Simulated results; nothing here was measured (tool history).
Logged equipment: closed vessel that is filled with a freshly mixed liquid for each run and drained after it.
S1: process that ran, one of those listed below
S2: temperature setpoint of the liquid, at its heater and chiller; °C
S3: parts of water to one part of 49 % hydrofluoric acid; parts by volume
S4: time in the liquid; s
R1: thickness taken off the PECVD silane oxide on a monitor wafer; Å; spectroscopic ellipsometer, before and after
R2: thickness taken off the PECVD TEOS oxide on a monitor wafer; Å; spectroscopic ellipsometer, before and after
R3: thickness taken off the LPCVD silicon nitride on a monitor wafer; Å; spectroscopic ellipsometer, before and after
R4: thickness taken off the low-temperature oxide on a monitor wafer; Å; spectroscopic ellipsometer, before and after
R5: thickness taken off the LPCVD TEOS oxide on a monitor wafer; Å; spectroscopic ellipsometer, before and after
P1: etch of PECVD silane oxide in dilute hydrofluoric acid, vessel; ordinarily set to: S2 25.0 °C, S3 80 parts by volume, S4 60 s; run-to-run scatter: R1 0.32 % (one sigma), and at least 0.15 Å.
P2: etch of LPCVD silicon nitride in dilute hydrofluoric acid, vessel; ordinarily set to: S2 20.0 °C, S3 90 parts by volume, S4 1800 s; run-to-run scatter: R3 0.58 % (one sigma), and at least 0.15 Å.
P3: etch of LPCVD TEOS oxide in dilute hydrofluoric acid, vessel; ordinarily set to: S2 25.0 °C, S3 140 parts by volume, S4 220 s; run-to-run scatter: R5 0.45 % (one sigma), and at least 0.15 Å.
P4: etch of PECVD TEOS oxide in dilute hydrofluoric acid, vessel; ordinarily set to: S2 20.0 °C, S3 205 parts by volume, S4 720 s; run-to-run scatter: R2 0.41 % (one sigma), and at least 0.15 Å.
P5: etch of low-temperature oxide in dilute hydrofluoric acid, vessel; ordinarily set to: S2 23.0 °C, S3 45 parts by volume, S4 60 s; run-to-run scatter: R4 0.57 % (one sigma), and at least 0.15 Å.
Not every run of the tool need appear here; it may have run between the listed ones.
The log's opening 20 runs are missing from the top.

run	hour	S1	S2	S3	S4	R1	R2	R3	R4	R5
21	122.6	P1	31.5	125	60	309.50				
22	129.1	P4	17.0	205	720		359.91			
23	134.4	P3	25.0	140	220					463.83
24	138.9	P5	23.0	45	60				260.79	
25	143.7	P4	20.0	205	1350		765.85			
26	150.2	P1	25.0	80	60	402.47				
27	157.9	P3	25.0	140	220					466.14
28	161.4	P5	23.0	45	30				130.71	
29	165.2	P3	19.0	140	220					372.77
30	169.5	P1	25.0	145	60	205.00				
31	173.5	P3	25.0	215	220					279.22
32	180.6	P1	25.0	80	60	400.43				
33	186.7	P4	20.0	205	720		405.19			
34	190.2	P5	23.0	45	60				260.39	

Predict the results of run 35:
35	193.8	P1	25.0	40	60	?				

{"run 35": {"R1": 847.24}}
